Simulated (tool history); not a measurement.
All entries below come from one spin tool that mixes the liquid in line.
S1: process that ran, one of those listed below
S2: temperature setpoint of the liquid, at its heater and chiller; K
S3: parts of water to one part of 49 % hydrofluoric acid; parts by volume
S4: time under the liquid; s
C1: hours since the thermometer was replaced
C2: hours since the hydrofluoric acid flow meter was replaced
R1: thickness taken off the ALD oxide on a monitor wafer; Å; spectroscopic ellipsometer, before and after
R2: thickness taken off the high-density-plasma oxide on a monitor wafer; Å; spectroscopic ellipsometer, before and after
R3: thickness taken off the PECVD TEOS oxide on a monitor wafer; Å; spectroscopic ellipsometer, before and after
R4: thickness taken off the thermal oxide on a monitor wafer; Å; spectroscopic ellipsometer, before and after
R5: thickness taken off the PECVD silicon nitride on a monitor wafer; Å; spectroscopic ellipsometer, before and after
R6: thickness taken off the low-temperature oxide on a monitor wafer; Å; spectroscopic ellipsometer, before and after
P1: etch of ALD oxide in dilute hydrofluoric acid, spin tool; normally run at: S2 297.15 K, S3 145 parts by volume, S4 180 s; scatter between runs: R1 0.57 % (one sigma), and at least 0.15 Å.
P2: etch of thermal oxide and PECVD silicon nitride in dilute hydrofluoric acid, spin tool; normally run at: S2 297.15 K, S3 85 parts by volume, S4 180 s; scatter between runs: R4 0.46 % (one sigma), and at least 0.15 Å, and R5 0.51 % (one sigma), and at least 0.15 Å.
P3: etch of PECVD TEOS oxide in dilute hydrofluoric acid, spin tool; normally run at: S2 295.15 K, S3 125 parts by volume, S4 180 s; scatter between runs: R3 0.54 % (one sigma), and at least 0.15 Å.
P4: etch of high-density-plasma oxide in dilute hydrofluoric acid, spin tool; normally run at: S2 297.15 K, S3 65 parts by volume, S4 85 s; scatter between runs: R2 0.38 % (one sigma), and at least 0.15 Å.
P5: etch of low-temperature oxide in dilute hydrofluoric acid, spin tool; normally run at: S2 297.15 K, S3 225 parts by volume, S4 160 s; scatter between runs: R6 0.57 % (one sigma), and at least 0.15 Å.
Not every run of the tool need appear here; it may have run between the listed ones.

run   hour  S1      S2   S3   S4      C1      C2       R1       R2       R3       R4       R5       R6
  1   18.0  P1  297.15  145  180  1081.9  1751.4  204.310
  2   36.6  P4  297.15   65  135  1100.5  1770.0           125.760
  3   48.7  P3  295.15  190  180  1112.6  1782.1                     91.011
  4   62.2  P1  297.15  145  360  1126.1  1795.6  412.700
  5   79.7  P4  291.15   65   85  1143.6  1813.1            62.353
  6   92.9  P1  297.15  145   20  1156.8  1826.3   22.696
  7  103.3  P2  297.15   85  180  1167.2  1836.7                             102.270  106.110
  8  114.1  P5  297.15   75  160  1178.0  1847.5                                               239.900
  9  133.3  P4  297.15   65   85  1197.2  1866.7            79.886
 10  152.4  P3  295.15  125  180  1216.3  1885.8                    148.070
 11  167.1  P1  297.15  145  180  1231.0  1900.5  204.870
 12  183.5  P2  297.15  120  180  1247.4  1916.9                              69.312   74.475
 13  197.8  P4  297.15   90   85  1261.7  1931.2            55.900
 14  209.0  P2  292.65   85  180  1272.9  1942.4                              84.658   78.158
 15  218.0  P4  297.15   65   85  1281.9  1951.4            79.853
 16  236.5  P3  295.15  125  320  1300.4  1969.9                    259.340
 17  253.5  P3  295.15  125  180  1317.4  1986.9                    146.790
 18  272.3  P1  302.15  145  275  1336.2  2005.7  376.630
 19  285.8  P1  297.15  145  180  1349.7  2019.2  207.440
 20  295.0  P2  297.15   85   20  1358.9  2028.4                              11.515   11.625
 21  312.7  P1  304.65  145  180  1376.6  2046.1  270.200
 22  326.5  P5  297.15  225   80  1390.4  2059.9                                                33.725
 23  338.3  P1  297.15  145  180  1402.2  2071.7  206.270
 24  350.3  P5  297.15  225  160  1414.2  2083.7                                                66.989
 25  364.2  P1  297.15  210  180  1428.1  2097.6  133.220
 26  376.0  P3  300.15  125  180  1439.9  2109.4                    180.420
 27  393.1  P5  297.15  225  160  1457.0  2126.5                                                66.631
 28  409.5  P1  297.15   90  180  1473.4  2142.9  353.760
 29  424.2  P1  297.15  145  180  1488.1  2157.6  204.300
 30  442.3  P5  290.65  225  160  1506.2  2175.7                                                52.348
 31  457.0  P1  290.65  145  180  1520.9  2190.4  156.830
 32  471.1  P1  297.15  145  180  1535.0  2204.5  205.450
 33  484.3  P1  297.15  145  180  1548.2  2217.7  201.560
 34  500.6  P1  297.15  145  180  1564.5  2234.0  195.780
 35  516.1  P1  297.15  145  180  1580.0  2249.5  195.270
 36  524.7  P1  297.15  145  180  1588.6  2258.1  193.850
 37  538.9  P1  297.15  145  180  1602.8  2272.3  195.980
 38  554.0  P1  297.15  145  180  1617.9  2287.4  193.930
 39  572.1  P1  297.15  145  180  1636.0  2305.5  192.140
 40  586.6  P1  297.15  145  180  1650.5  2320.0  191.140
 41  603.2  P1  297.15  145  180  1667.1  2336.6  192.420

Compared with where it was, what P1 gives has crept away. Each cause listed below fits the log as well as the rest, at the size given for it:
A: liquid colder than its thermometer reads (K) = 1.78
B: hydrofluoric acid flow below the setpoint (%) = 5.69
The creep began at about hour 471.1.

Consider the 4 single-wafer check runs listed below, results given as question marks: which one distinguishes between the causes by giving clearly different results for each?
check 1  619.8  P3  295.15  125  180                   ?
check 2  619.8  P4  297.15   65   85               ?
check 3  619.8  P5  297.15  225  160                               ?
check 4  619.8  P2  297.15   85  180                       ?   ?

What every check run would give for each of its results, assuming each possible cause in turn:
  check  result     if A     if B
check 1      R3  137.000  137.570
check 2      R2   74.112   74.805
check 3      R6   62.657   62.203
check 4      R4   94.787   95.437
check 4      R5   93.490   99.385
Separation of the two closest causes in each check, using whichever result separates them best: check 1 0.42 %; check 2 0.93 %; check 3 0.73 %; check 4 6.11 %
Of the check runs offered, only check 4 discriminates between the causes; the rest would read about the same regardless of which cause applies.

With check 4 done, the readings were: R4 95.647 Å; R5 99.395 Å. Identify which of the listed causes applies.

The cause is B: hydrofluoric acid flow below the setpoint (%).

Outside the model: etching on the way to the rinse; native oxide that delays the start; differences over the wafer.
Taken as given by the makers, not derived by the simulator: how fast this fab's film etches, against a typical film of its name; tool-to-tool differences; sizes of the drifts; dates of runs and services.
